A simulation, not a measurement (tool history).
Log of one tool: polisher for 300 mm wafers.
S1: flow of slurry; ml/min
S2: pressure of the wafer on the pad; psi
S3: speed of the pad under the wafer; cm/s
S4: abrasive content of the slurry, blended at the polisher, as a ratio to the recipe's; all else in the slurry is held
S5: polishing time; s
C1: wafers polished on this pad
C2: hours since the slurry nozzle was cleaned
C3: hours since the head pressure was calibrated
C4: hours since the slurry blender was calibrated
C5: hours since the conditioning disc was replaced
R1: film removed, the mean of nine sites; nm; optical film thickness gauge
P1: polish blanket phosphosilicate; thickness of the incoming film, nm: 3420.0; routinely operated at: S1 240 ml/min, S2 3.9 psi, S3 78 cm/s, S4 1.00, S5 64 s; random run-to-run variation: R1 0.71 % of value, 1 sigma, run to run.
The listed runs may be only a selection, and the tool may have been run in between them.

{"run": 1, "hour": 7.6, "S1": 240, "S2": 3.9, "S3": 78, "S4": 1.0, "S5": 64, "C1": 801, "C2": 438.2, "C3": 499.1, "C4": 117.9, "C5": 33.7, "R1": 610.05}
{"run": 2, "hour": 18.6, "S1": 145, "S2": 3.9, "S3": 78, "S4": 1.0, "S5": 64, "C1": 942, "C2": 449.2, "C3": 510.1, "C4": 128.9, "C5": 44.7, "R1": 568.11}
{"run": 3, "hour": 29.1, "S1": 240, "S2": 3.9, "S3": 78, "S4": 1.0, "S5": 64, "C1": 1077, "C2": 459.7, "C3": 520.6, "C4": 139.4, "C5": 55.2, "R1": 611.36}
{"hour": 30.7, "done": "head pressure recalibrated"}
{"run": 4, "hour": 42.2, "S1": 240, "S2": 3.9, "S3": 78, "S4": 1.0, "S5": 99, "C1": 1245, "C2": 472.8, "C3": 11.6, "C4": 152.5, "C5": 68.3, "R1": 928.08}
{"run": 5, "hour": 55.6, "S1": 240, "S2": 3.9, "S3": 78, "S4": 1.0, "S5": 64, "C1": 1417, "C2": 486.2, "C3": 25.0, "C4": 165.9, "C5": 81.7, "R1": 603.93}
{"run": 6, "hour": 69.7, "S1": 240, "S2": 3.9, "S3": 78, "S4": 1.0, "S5": 64, "C1": 1598, "C2": 500.3, "C3": 39.1, "C4": 180.0, "C5": 95.8, "R1": 597.58}
{"run": 7, "hour": 81.6, "S1": 240, "S2": 6.0, "S3": 78, "S4": 1.0, "S5": 64, "C1": 1750, "C2": 512.2, "C3": 51.0, "C4": 191.9, "C5": 107.7, "R1": 946.75}
{"run": 8, "hour": 91.7, "S1": 240, "S2": 3.9, "S3": 124, "S4": 1.0, "S5": 64, "C1": 1880, "C2": 522.3, "C3": 61.1, "C4": 202.0, "C5": 117.8, "R1": 875.76}
{"run": 9, "hour": 99.0, "S1": 240, "S2": 3.9, "S3": 38, "S4": 1.0, "S5": 64, "C1": 1974, "C2": 529.6, "C3": 68.4, "C4": 209.3, "C5": 125.1, "R1": 336.68}
{"hour": 107.3, "done": "slurry nozzle cleaned"}
{"run": 10, "hour": 109.1, "S1": 370, "S2": 3.9, "S3": 78, "S4": 1.0, "S5": 64, "C1": 2103, "C2": 1.8, "C3": 78.5, "C4": 219.4, "C5": 135.2, "R1": 623.25}
{"run": 11, "hour": 122.0, "S1": 240, "S2": 3.9, "S3": 78, "S4": 0.65, "S5": 83, "C1": 2269, "C2": 14.7, "C3": 91.4, "C4": 232.3, "C5": 148.1, "R1": 635.64}
{"run": 12, "hour": 135.6, "S1": 240, "S2": 3.9, "S3": 54, "S4": 1.0, "S5": 91, "C1": 2443, "C2": 28.3, "C3": 105.0, "C4": 245.9, "C5": 161.7, "R1": 645.52}
{"run": 13, "hour": 149.9, "S1": 240, "S2": 3.9, "S3": 78, "S4": 0.55, "S5": 64, "C1": 2627, "C2": 42.6, "C3": 119.3, "C4": 260.2, "C5": 176.0, "R1": 441.06}
{"run": 14, "hour": 162.9, "S1": 240, "S2": 2.3, "S3": 78, "S4": 1.0, "S5": 64, "C1": 2794, "C2": 55.6, "C3": 132.3, "C4": 273.2, "C5": 189.0, "R1": 355.88}
{"run": 15, "hour": 169.6, "S1": 240, "S2": 3.9, "S3": 78, "S4": 1.45, "S5": 64, "C1": 2880, "C2": 62.3, "C3": 139.0, "C4": 279.9, "C5": 195.7, "R1": 702.51}
{"run": 16, "hour": 184.8, "S1": 240, "S2": 3.9, "S3": 78, "S4": 1.0, "S5": 29, "C1": 3075, "C2": 77.5, "C3": 154.2, "C4": 295.1, "C5": 210.9, "R1": 276.32}
{"run": 17, "hour": 197.4, "S1": 240, "S2": 3.9, "S3": 78, "S4": 1.0, "S5": 64, "C1": 3237, "C2": 90.1, "C3": 166.8, "C4": 307.7, "C5": 223.5, "R1": 599.14}
{"run": 18, "hour": 209.0, "S1": 240, "S2": 3.9, "S3": 78, "S4": 1.0, "S5": 64, "C1": 3385, "C2": 101.7, "C3": 178.4, "C4": 319.3, "C5": 235.1, "R1": 575.29}
{"run": 19, "hour": 221.6, "S1": 240, "S2": 3.9, "S3": 78, "S4": 1.0, "S5": 64, "C1": 3547, "C2": 114.3, "C3": 191.0, "C4": 331.9, "C5": 247.7, "R1": 567.04}
{"hour": 221.7, "done": "slurry nozzle cleaned"}
{"hour": 232.7, "done": "head pressure recalibrated"}
{"run": 20, "hour": 232.8, "S1": 240, "S2": 3.9, "S3": 78, "S4": 1.0, "S5": 64, "C1": 3691, "C2": 11.1, "C3": 0.2, "C4": 343.1, "C5": 258.9, "R1": 557.36}
{"run": 21, "hour": 240.4, "S1": 240, "S2": 3.9, "S3": 78, "S4": 1.0, "S5": 64, "C1": 3788, "C2": 18.7, "C3": 7.8, "C4": 350.7, "C5": 266.5, "R1": 552.24}
{"hour": 241.3, "done": "conditioning disc replaced and pad reconditioned"}
{"run": 22, "hour": 252.1, "S1": 240, "S2": 3.9, "S3": 78, "S4": 1.0, "S5": 64, "C1": 3939, "C2": 30.4, "C3": 19.5, "C4": 362.4, "C5": 10.8, "R1": 555.95}
{"run": 23, "hour": 263.0, "S1": 240, "S2": 3.9, "S3": 78, "S4": 1.0, "S5": 64, "C1": 4078, "C2": 41.3, "C3": 30.4, "C4": 373.3, "C5": 21.7, "R1": 554.41}

Compared with where it was, what P1 gives has crept away. Each cause listed below fits the log as well as the rest, at the size given for it:
A: abrasive missing from the slurry, % = 17.8
B: removal rate lost through wear of the pad, % = 8.97
Onset of the creep was near hour 197.4.
Each remaining cause and why it is not a fit:
slurry flow missing at the pad, %: its service at hour 221.7 followed the start of the drift and did not put the process back to its old value
head's pressure below its setpoint, %: its service at hour 232.7 followed the start of the drift and did not put the process back to its old value
time polished since the conditioner stopped cutting, s: its service at hour 241.3 followed the start of the drift and did not put the process back to its old value

Each of the check runs listed below is run on 5 wafers and reports their average, with the results left as question marks. Pick the one under which the possible causes would lead to clearly different results.
{"run": "check 1", "hour": 273.9, "S1": 240, "S2": 5.2, "S3": 78, "S4": 1.0, "S5": 93, "R1": "?"}
{"run": "check 2", "hour": 273.9, "S1": 240, "S2": 3.9, "S3": 78, "S4": 0.6, "S5": 64, "R1": "?"}
{"run": "check 3", "hour": 273.9, "S1": 145, "S2": 2.4, "S3": 78, "S4": 1.0, "S5": 64, "R1": "?"}
{"run": "check 4", "hour": 273.9, "S1": 240, "S2": 6.0, "S3": 118, "S4": 1.0, "S5": 64, "R1": "?"}

What every check run would give for each of its results, assuming each possible cause in turn:
check=check_1 result=R1 if_A=1069.50 if_B=1069.40
check=check_2 result=R1 if_A=413.28 if_B=423.57
check=check_3 result=R1 if_A=316.32 if_B=316.29
check=check_4 result=R1 if_A=1182.60 if_B=1182.50
Per-check spread between the two closest causes, in the result where they differ most: check 1 0.01 %; check 2 2.46 %; check 3 0.01 %; check 4 0.01 %
The causes can be told apart only by check 2. The other checks would give nearly the same results under each of them.

Check 2 has now been run. It gave: R1 415.09 nm. Which of the candidate causes is it?

It was cause A: abrasive missing from the slurry, %.
